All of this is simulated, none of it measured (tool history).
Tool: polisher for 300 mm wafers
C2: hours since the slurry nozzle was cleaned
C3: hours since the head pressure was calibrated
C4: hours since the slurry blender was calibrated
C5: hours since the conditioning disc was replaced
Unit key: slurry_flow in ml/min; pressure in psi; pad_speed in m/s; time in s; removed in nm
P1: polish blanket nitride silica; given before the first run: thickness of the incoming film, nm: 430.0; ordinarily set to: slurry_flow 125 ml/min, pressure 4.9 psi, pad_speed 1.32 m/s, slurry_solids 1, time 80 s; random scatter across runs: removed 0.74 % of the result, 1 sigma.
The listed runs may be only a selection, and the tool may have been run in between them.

run 1 hour=10.7 | slurry_flow=125 pressure=4.9 pad_speed=1.32 slurry_solids=1 time=80 | wafers_polished_on_this_pad=942 C2=110.5 C3=375.2 C4=61.8 C5=233.2 | removed=75.531
run 2 hour=24 | slurry_flow=125 pressure=4.9 pad_speed=1.32 slurry_solids=1 time=80 | wafers_polished_on_this_pad=1082 C2=123.8 C3=388.5 C4=75.1 C5=246.5 | removed=75.964
run 3 hour=36.7 | slurry_flow=125 pressure=2.6 pad_speed=1.32 slurry_solids=0.75 time=80 | wafers_polished_on_this_pad=1217 C2=136.5 C3=401.2 C4=87.8 C5=259.2 | removed=35.599
run 4 hour=48.3 | slurry_flow=125 pressure=4.9 pad_speed=1.32 slurry_solids=0.6 time=80 | wafers_polished_on_this_pad=1339 C2=148.1 C3=412.8 C4=99.4 C5=270.8 | removed=58.404
-- hour=48.6 conditioning disc replaced and pad reconditioned
run 5 hour=62.8 | slurry_flow=125 pressure=4.9 pad_speed=1.32 slurry_solids=1 time=80 | wafers_polished_on_this_pad=1492 C2=162.6 C3=427.3 C4=113.9 C5=14.2 | removed=74.95
run 6 hour=77.8 | slurry_flow=125 pressure=4.9 pad_speed=1.88 slurry_solids=1 time=80 | wafers_polished_on_this_pad=1651 C2=177.6 C3=442.3 C4=128.9 C5=29.2 | removed=101.98
run 7 hour=90.6 | slurry_flow=125 pressure=4.9 pad_speed=1.32 slurry_solids=1 time=80 | wafers_polished_on_this_pad=1786 C2=190.4 C3=455.1 C4=141.7 C5=42 | removed=76.033
run 8 hour=100.1 | slurry_flow=125 pressure=4.9 pad_speed=1.32 slurry_solids=1 time=80 | wafers_polished_on_this_pad=1887 C2=199.9 C3=464.6 C4=151.2 C5=51.5 | removed=76.224
run 9 hour=110.6 | slurry_flow=125 pressure=3 pad_speed=1.32 slurry_solids=1 time=80 | wafers_polished_on_this_pad=1998 C2=210.4 C3=475.1 C4=161.7 C5=62 | removed=47.051
run 10 hour=120.9 | slurry_flow=125 pressure=6.5 pad_speed=1.32 slurry_solids=1 time=80 | wafers_polished_on_this_pad=2107 C2=220.7 C3=485.4 C4=172 C5=72.3 | removed=100.89
run 11 hour=128.6 | slurry_flow=125 pressure=4.9 pad_speed=1.32 slurry_solids=1.5 time=80 | wafers_polished_on_this_pad=2188 C2=228.4 C3=493.1 C4=179.7 C5=80 | removed=90.672
run 12 hour=139.5 | slurry_flow=200 pressure=4.9 pad_speed=1.32 slurry_solids=1 time=80 | wafers_polished_on_this_pad=2303 C2=239.3 C3=504 C4=190.6 C5=90.9 | removed=82.98
-- hour=149 head pressure recalibrated
run 13 hour=151.7 | slurry_flow=125 pressure=4.9 pad_speed=0.9 slurry_solids=1 time=80 | wafers_polished_on_this_pad=2432 C2=251.5 C3=2.7 C4=202.8 C5=103.1 | removed=55.824
run 14 hour=163.2 | slurry_flow=125 pressure=4.9 pad_speed=1.32 slurry_solids=1 time=117 | wafers_polished_on_this_pad=2554 C2=263 C3=14.2 C4=214.3 C5=114.6 | removed=112.4
run 15 hour=173 | slurry_flow=75 pressure=4.9 pad_speed=1.76 slurry_solids=1 time=80 | wafers_polished_on_this_pad=2658 C2=272.8 C3=24 C4=224.1 C5=124.4 | removed=83.556
run 16 hour=182.8 | slurry_flow=75 pressure=4.9 pad_speed=1.32 slurry_solids=1 time=80 | wafers_polished_on_this_pad=2761 C2=282.6 C3=33.8 C4=233.9 C5=134.2 | removed=66.901
run 17 hour=196.8 | slurry_flow=125 pressure=4.9 pad_speed=2.02 slurry_solids=1 time=111 | wafers_polished_on_this_pad=2909 C2=296.6 C3=47.8 C4=247.9 C5=148.2 | removed=147.46
run 18 hour=212 | slurry_flow=125 pressure=4.9 pad_speed=1.32 slurry_solids=1 time=45 | wafers_polished_on_this_pad=3070 C2=311.8 C3=63 C4=263.1 C5=163.4 | removed=42.433
run 19 hour=222.6 | slurry_flow=125 pressure=4.9 pad_speed=1.32 slurry_solids=1 time=80 | wafers_polished_on_this_pad=3182 C2=322.4 C3=73.6 C4=273.7 C5=174 | removed=75.847
run 20 hour=230 | slurry_flow=125 pressure=4.9 pad_speed=1.32 slurry_solids=1 time=80 | wafers_polished_on_this_pad=3260 C2=329.8 C3=81 C4=281.1 C5=181.4 | removed=76.375
run 21 hour=243.7 | slurry_flow=125 pressure=4.9 pad_speed=1.32 slurry_solids=1 time=80 | wafers_polished_on_this_pad=3405 C2=343.5 C3=94.7 C4=294.8 C5=195.1 | removed=70.052
-- hour=255 slurry nozzle cleaned
run 22 hour=256.3 | slurry_flow=125 pressure=4.9 pad_speed=1.32 slurry_solids=1 time=80 | wafers_polished_on_this_pad=3538 C2=1.4 C3=107.3 C4=307.4 C5=207.7 | removed=67.786
-- hour=268.6 conditioning disc replaced and pad reconditioned
run 23 hour=268.8 | slurry_flow=125 pressure=4.9 pad_speed=1.32 slurry_solids=1 time=80 | wafers_polished_on_this_pad=3670 C2=13.9 C3=119.8 C4=319.9 C5=0.2 | removed=66.65
-- hour=278 head pressure recalibrated
run 24 hour=278.8 | slurry_flow=125 pressure=4.9 pad_speed=1.32 slurry_solids=1 time=80 | wafers_polished_on_this_pad=3776 C2=23.9 C3=0.9 C4=329.9 C5=10.2 | removed=66.715
run 25 hour=285.8 | slurry_flow=125 pressure=4.9 pad_speed=1.32 slurry_solids=1 time=80 | wafers_polished_on_this_pad=3850 C2=30.9 C3=7.9 C4=336.9 C5=17.2 | removed=66.681
run 26 hour=295.3 | slurry_flow=125 pressure=4.9 pad_speed=1.32 slurry_solids=1 time=80 | wafers_polished_on_this_pad=3951 C2=40.4 C3=17.4 C4=346.4 C5=26.7 | removed=67.136

The output of P1 has drifted from where it used to be. Each of the 2 causes below, taken at the size shown beside it, accounts for the log equally well:
A: abrasive missing from the slurry, % = 25
B: removal rate lost through wear of the pad, % = 13.1
The process output started creeping at around hour 230.
Every other cause this tool's parts could produce, and why it does not fit the log:
slurry flow missing at the pad, %: serviced at hour 255, which brought nothing back
head's pressure below its setpoint, %: serviced at hour 278, which brought nothing back
time polished since the conditioner stopped cutting, s: serviced at hour 268.6, which brought nothing back

4 check runs are offered, each on 2 wafers whose results are averaged, their results left as question marks. Which one tells the causes apart?
run check 1 hour=304.8 | slurry_flow=155 pressure=4.9 pad_speed=1.32 slurry_solids=1 time=80 | removed=?
run check 2 hour=304.8 | slurry_flow=125 pressure=4.9 pad_speed=1.78 slurry_solids=1 time=114 | removed=?
run check 3 hour=304.8 | slurry_flow=125 pressure=6.4 pad_speed=1.32 slurry_solids=0.6 time=80 | removed=?
run check 4 hour=304.8 | slurry_flow=180 pressure=4.9 pad_speed=1.32 slurry_solids=1 time=80 | removed=?

How each check would come out, cause by cause:
check=check_1 result=removed if_A=68.827 if_B=68.873
check=check_2 result=removed if_A=119.7 if_B=119.78
check=check_3 result=removed if_A=63.939 if_B=66.331
check=check_4 result=removed if_A=70.461 if_B=70.508
Per-check spread between the two closest causes, in the result where they differ most: check 1 0.07 %; check 2 0.07 %; check 3 3.67 %; check 4 0.07 %
Of the check runs offered, only check 3 discriminates between the causes; the rest would read about the same regardless of which cause applies.

Check 3 has now been run. It gave: removed 66.067 nm. Which of the candidate causes is it?

The correct cause is B, namely: removal rate lost through wear of the pad, %.
